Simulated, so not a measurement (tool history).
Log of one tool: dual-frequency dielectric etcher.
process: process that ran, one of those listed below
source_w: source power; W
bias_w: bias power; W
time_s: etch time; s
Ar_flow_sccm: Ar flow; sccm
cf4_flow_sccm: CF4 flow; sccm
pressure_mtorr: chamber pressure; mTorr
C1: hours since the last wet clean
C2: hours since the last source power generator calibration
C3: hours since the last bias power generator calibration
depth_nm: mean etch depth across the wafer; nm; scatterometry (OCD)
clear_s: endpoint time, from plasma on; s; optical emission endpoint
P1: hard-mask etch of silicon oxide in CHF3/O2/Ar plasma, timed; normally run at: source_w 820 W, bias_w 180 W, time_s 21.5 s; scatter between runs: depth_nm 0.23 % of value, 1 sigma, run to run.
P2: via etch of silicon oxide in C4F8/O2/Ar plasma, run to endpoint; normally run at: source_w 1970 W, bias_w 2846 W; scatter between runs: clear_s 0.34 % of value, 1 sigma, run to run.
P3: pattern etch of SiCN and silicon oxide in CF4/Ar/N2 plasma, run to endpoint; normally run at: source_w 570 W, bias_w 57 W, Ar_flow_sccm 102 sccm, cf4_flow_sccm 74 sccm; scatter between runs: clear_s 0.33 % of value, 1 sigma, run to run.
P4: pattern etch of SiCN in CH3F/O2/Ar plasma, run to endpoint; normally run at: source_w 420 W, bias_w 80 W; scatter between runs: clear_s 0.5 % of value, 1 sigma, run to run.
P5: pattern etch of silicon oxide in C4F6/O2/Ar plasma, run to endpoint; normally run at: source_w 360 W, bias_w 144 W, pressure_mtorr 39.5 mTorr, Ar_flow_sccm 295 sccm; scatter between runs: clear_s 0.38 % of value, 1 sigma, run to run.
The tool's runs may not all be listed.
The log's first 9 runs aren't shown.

{"run": 10, "hour": 40.7, "process": "P1", "source_w": 820, "bias_w": 180, "time_s": 13.5, "C1": 230.8, "C2": 3452.2, "C3": 538.3, "depth_nm": 29.603}
{"run": 11, "hour": 43.8, "process": "P3", "source_w": 700, "bias_w": 57, "Ar_flow_sccm": 102, "cf4_flow_sccm": 74, "C1": 233.9, "C2": 3455.3, "C3": 541.4, "clear_s": 9.5081}
{"run": 12, "hour": 48.6, "process": "P1", "source_w": 820, "bias_w": 180, "time_s": 30.5, "C1": 238.7, "C2": 3460.1, "C3": 546.2, "depth_nm": 66.592}
{"run": 13, "hour": 52.9, "process": "P1", "source_w": 1030, "bias_w": 249, "time_s": 21.5, "C1": 243, "C2": 3464.4, "C3": 550.5, "depth_nm": 57.236}
{"run": 14, "hour": 57.5, "process": "P1", "source_w": 570, "bias_w": 180, "time_s": 21.5, "C1": 247.6, "C2": 3469, "C3": 555.1, "depth_nm": 40.813}
{"run": 15, "hour": 60.8, "process": "P3", "source_w": 570, "bias_w": 57, "Ar_flow_sccm": 102, "cf4_flow_sccm": 74, "C1": 250.9, "C2": 3472.3, "C3": 558.4, "clear_s": 11.377}
{"run": 16, "hour": 63.4, "process": "P3", "source_w": 570, "bias_w": 57, "Ar_flow_sccm": 102, "cf4_flow_sccm": 74, "C1": 253.5, "C2": 3474.9, "C3": 561, "clear_s": 11.397}
{"run": 17, "hour": 66.5, "process": "P1", "source_w": 990, "bias_w": 180, "time_s": 21.5, "C1": 256.6, "C2": 3478, "C3": 564.1, "depth_nm": 50.721}
{"run": 18, "hour": 70.3, "process": "P1", "source_w": 820, "bias_w": 121, "time_s": 21.5, "C1": 260.4, "C2": 3481.8, "C3": 567.9, "depth_nm": 41.402}
{"run": 19, "hour": 74.6, "process": "P4", "source_w": 420, "bias_w": 80, "C1": 264.7, "C2": 3486.1, "C3": 572.2, "clear_s": 23.196}
{"run": 20, "hour": 79.2, "process": "P2", "source_w": 1970, "bias_w": 3405, "C1": 269.3, "C2": 3490.7, "C3": 576.8, "clear_s": 341.29}
{"run": 21, "hour": 82.4, "process": "P3", "source_w": 570, "bias_w": 57, "Ar_flow_sccm": 102, "cf4_flow_sccm": 53, "C1": 272.5, "C2": 3493.9, "C3": 580, "clear_s": 12.136}
{"run": 22, "hour": 87.8, "process": "P1", "source_w": 670, "bias_w": 180, "time_s": 27.5, "C1": 277.9, "C2": 3499.3, "C3": 585.4, "depth_nm": 55.694}
{"run": 23, "hour": 91.3, "process": "P3", "source_w": 570, "bias_w": 74, "Ar_flow_sccm": 102, "cf4_flow_sccm": 74, "C1": 281.4, "C2": 3502.8, "C3": 588.9, "clear_s": 10.471}
{"run": 24, "hour": 94.1, "process": "P1", "source_w": 820, "bias_w": 180, "time_s": 21.5, "C1": 284.2, "C2": 3505.6, "C3": 591.7, "depth_nm": 46.943}
{"run": 25, "hour": 99.5, "process": "P1", "source_w": 820, "bias_w": 180, "time_s": 21.5, "C1": 289.6, "C2": 3511, "C3": 597.1, "depth_nm": 47.016}
{"run": 26, "hour": 104.8, "process": "P5", "source_w": 230, "bias_w": 144, "Ar_flow_sccm": 295, "pressure_mtorr": 39.5, "C1": 294.9, "C2": 3516.3, "C3": 602.4, "clear_s": 20.432}
{"run": 27, "hour": 108.1, "process": "P1", "source_w": 820, "bias_w": 222, "time_s": 21.5, "C1": 298.2, "C2": 3519.6, "C3": 605.7, "depth_nm": 50.384}
{"run": 28, "hour": 113.1, "process": "P2", "source_w": 1970, "bias_w": 2846, "C1": 303.2, "C2": 3524.6, "C3": 610.7, "clear_s": 361.41}
{"run": 29, "hour": 116.0, "process": "P5", "source_w": 360, "bias_w": 144, "Ar_flow_sccm": 295, "pressure_mtorr": 53.5, "C1": 306.1, "C2": 3527.5, "C3": 613.6, "clear_s": 17.655}
{"hour": 118.8, "done": "wet clean of the chamber"}
{"run": 30, "hour": 119.1, "process": "P4", "source_w": 420, "bias_w": 110, "C1": 0.4, "C2": 3530.6, "C3": 616.7, "clear_s": 20.547}
{"run": 31, "hour": 122.3, "process": "P2", "source_w": 1970, "bias_w": 2846, "C1": 3.6, "C2": 3533.8, "C3": 619.9, "clear_s": 361.53}

Run 32, settings as shown, results not yet in. Your forecast:
{"run": 32, "hour": 126.6, "process": "P5", "source_w": 360, "bias_w": 144, "Ar_flow_sccm": 295, "pressure_mtorr": 39.5, "C1": 7.9, "C2": 3538.1, "C3": 624.2, "clear_s": "?"}

{"run 32": {"clear_s": 17.251}}
